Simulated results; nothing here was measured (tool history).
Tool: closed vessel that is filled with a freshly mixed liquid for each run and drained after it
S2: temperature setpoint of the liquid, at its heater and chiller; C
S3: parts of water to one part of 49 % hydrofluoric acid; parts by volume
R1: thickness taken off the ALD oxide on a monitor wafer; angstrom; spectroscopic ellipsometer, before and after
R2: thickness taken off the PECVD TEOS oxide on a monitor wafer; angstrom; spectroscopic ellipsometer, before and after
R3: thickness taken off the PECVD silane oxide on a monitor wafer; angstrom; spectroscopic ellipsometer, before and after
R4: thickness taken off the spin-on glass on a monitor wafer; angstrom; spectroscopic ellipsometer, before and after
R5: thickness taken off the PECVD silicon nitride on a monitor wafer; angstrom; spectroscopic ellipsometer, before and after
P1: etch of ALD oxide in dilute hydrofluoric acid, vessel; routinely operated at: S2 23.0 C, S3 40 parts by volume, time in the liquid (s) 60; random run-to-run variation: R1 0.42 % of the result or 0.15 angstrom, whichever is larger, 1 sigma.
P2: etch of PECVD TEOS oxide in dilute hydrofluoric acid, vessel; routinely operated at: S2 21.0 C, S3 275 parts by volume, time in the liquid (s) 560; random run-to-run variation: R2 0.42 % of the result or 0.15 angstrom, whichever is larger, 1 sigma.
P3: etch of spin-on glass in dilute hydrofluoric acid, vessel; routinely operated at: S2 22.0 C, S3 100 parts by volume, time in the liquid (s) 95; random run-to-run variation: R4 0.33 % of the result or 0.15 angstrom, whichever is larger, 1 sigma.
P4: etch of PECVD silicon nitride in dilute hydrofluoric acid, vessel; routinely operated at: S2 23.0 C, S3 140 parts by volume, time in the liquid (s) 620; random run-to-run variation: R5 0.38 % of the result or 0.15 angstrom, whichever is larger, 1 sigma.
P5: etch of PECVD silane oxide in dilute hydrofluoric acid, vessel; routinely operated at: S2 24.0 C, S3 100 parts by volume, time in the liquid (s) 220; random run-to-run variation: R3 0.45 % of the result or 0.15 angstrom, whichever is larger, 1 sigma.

{"run": 1, "day": 0.288, "process that ran": "P1", "S2": 23.0, "S3": 40, "time in the liquid (s)": 60, "R1": 151.78}
{"run": 2, "day": 0.6, "process that ran": "P1", "S2": 23.0, "S3": 40, "time in the liquid (s)": 30, "R1": 75.923}
{"run": 3, "day": 1.008, "process that ran": "P1", "S2": 29.5, "S3": 40, "time in the liquid (s)": 60, "R1": 198.01}
{"run": 4, "day": 1.592, "process that ran": "P1", "S2": 23.0, "S3": 40, "time in the liquid (s)": 60, "R1": 151.4}
{"run": 5, "day": 1.933, "process that ran": "P2", "S2": 21.0, "S3": 275, "time in the liquid (s)": 560, "R2": 421.56}
{"run": 6, "day": 2.212, "process that ran": "P2", "S2": 21.0, "S3": 80, "time in the liquid (s)": 560, "R2": 1776.2}
{"run": 7, "day": 2.692, "process that ran": "P5", "S2": 24.0, "S3": 100, "time in the liquid (s)": 220, "R3": 413.68}
{"run": 8, "day": 3.142, "process that ran": "P1", "S2": 23.0, "S3": 40, "time in the liquid (s)": 60, "R1": 151.62}
{"run": 9, "day": 3.5, "process that ran": "P2", "S2": 21.0, "S3": 275, "time in the liquid (s)": 900, "R2": 678.94}
{"run": 10, "day": 3.833, "process that ran": "P3", "S2": 22.0, "S3": 100, "time in the liquid (s)": 160, "R4": 912.85}
{"run": 11, "day": 4.167, "process that ran": "P5", "S2": 24.0, "S3": 100, "time in the liquid (s)": 220, "R3": 410.92}
{"run": 12, "day": 4.7, "process that ran": "P1", "S2": 18.5, "S3": 40, "time in the liquid (s)": 60, "R1": 124.7}
{"run": 13, "day": 5.225, "process that ran": "P1", "S2": 23.0, "S3": 55, "time in the liquid (s)": 60, "R1": 108.53}
{"run": 14, "day": 5.696, "process that ran": "P3", "S2": 22.0, "S3": 30, "time in the liquid (s)": 95, "R4": 1955.9}
{"day": 5.829, "done": "hydrofluoric acid flow meter replaced"}
{"run": 15, "day": 5.967, "process that ran": "P2", "S2": 21.0, "S3": 275, "time in the liquid (s)": 560, "R2": 420.71}
{"run": 16, "day": 6.383, "process that ran": "P4", "S2": 23.0, "S3": 140, "time in the liquid (s)": 620, "R5": 126.22}
{"run": 17, "day": 6.85, "process that ran": "P4", "S2": 23.0, "S3": 225, "time in the liquid (s)": 620, "R5": 79.716}
{"run": 18, "day": 7.154, "process that ran": "P1", "S2": 23.0, "S3": 40, "time in the liquid (s)": 105, "R1": 264.99}
{"run": 19, "day": 7.554, "process that ran": "P1", "S2": 23.0, "S3": 60, "time in the liquid (s)": 100, "R1": 164.38}
{"run": 20, "day": 7.846, "process that ran": "P5", "S2": 17.0, "S3": 100, "time in the liquid (s)": 220, "R3": 308.91}
{"run": 21, "day": 8.392, "process that ran": "P3", "S2": 22.0, "S3": 100, "time in the liquid (s)": 95, "R4": 540.24}
{"run": 22, "day": 8.762, "process that ran": "P4", "S2": 17.0, "S3": 140, "time in the liquid (s)": 620, "R5": 84.737}
{"run": 23, "day": 9.354, "process that ran": "P2", "S2": 28.5, "S3": 275, "time in the liquid (s)": 560, "R2": 549.07}
{"run": 24, "day": 9.767, "process that ran": "P3", "S2": 29.0, "S3": 100, "time in the liquid (s)": 95, "R4": 709.02}
{"run": 25, "day": 10.204, "process that ran": "P4", "S2": 23.0, "S3": 140, "time in the liquid (s)": 1145, "R5": 233.25}
{"run": 26, "day": 10.712, "process that ran": "P1", "S2": 23.0, "S3": 20, "time in the liquid (s)": 60, "R1": 312.43}
{"run": 27, "day": 11.242, "process that ran": "P1", "S2": 23.0, "S3": 40, "time in the liquid (s)": 60, "R1": 150.86}
{"run": 28, "day": 11.562, "process that ran": "P5", "S2": 24.0, "S3": 150, "time in the liquid (s)": 220, "R3": 259.24}
{"run": 29, "day": 11.971, "process that ran": "P5", "S2": 24.0, "S3": 100, "time in the liquid (s)": 425, "R3": 798.56}
{"run": 30, "day": 12.375, "process that ran": "P1", "S2": 23.0, "S3": 40, "time in the liquid (s)": 60, "R1": 152.36}
{"run": 31, "day": 12.812, "process that ran": "P1", "S2": 23.0, "S3": 40, "time in the liquid (s)": 60, "R1": 148.18}
{"run": 32, "day": 13.233, "process that ran": "P1", "S2": 23.0, "S3": 40, "time in the liquid (s)": 60, "R1": 145.53}
{"run": 33, "day": 13.721, "process that ran": "P1", "S2": 23.0, "S3": 40, "time in the liquid (s)": 60, "R1": 144.29}
{"run": 34, "day": 14.079, "process that ran": "P1", "S2": 23.0, "S3": 40, "time in the liquid (s)": 60, "R1": 143.55}
{"run": 35, "day": 14.629, "process that ran": "P1", "S2": 23.0, "S3": 40, "time in the liquid (s)": 60, "R1": 142.96}
{"run": 36, "day": 15.117, "process that ran": "P1", "S2": 23.0, "S3": 40, "time in the liquid (s)": 60, "R1": 142.63}
{"run": 37, "day": 15.471, "process that ran": "P1", "S2": 23.0, "S3": 40, "time in the liquid (s)": 60, "R1": 142.19}

The output of P1 has drifted from where it used to be. Each of the 2 causes below, taken at the size shown beside it, accounts for the log equally well:
A: hydrofluoric acid flow below the setpoint (%) = 5.89
B: liquid colder than its thermometer reads (K) = 1.53
Onset of the creep was near day 12.375.

Of the 4 check runs listed below, each run on one wafer and each result written as a question mark, which would let you distinguish the listed causes because they would give clearly different results?
{"run": "check 1", "day": 15.825, "process that ran": "P3", "S2": 22.0, "S3": 60, "time in the liquid (s)": 95, "R4": "?"}
{"run": "check 2", "day": 15.825, "process that ran": "P5", "S2": 17.0, "S3": 135, "time in the liquid (s)": 220, "R3": "?"}
{"run": "check 3", "day": 15.825, "process that ran": "P2", "S2": 21.0, "S3": 100, "time in the liquid (s)": 790, "R2": "?"}
{"run": "check 4", "day": 15.825, "process that ran": "P4", "S2": 19.5, "S3": 140, "time in the liquid (s)": 1015, "R5": "?"}

How each check would come out, cause by cause:
check=check_1 result=R4 if_A=885.30 if_B=886.68
check=check_2 result=R3 if_A=207.04 if_B=208.15
check=check_3 result=R2 if_A=1827.60 if_B=1837.00
check=check_4 result=R5 if_A=154.640 if_B=147.880
Per-check spread between the two closest causes, in the result where they differ most: check 1 0.16 %; check 2 0.53 %; check 3 0.51 %; check 4 4.47 %
Only check 4 tells the causes apart: in the others they would give nearly the same result.

Running check 4 produced the following: R5 147.680 angstrom. Which one of the listed causes fits?

It is B: liquid colder than its thermometer reads (K).

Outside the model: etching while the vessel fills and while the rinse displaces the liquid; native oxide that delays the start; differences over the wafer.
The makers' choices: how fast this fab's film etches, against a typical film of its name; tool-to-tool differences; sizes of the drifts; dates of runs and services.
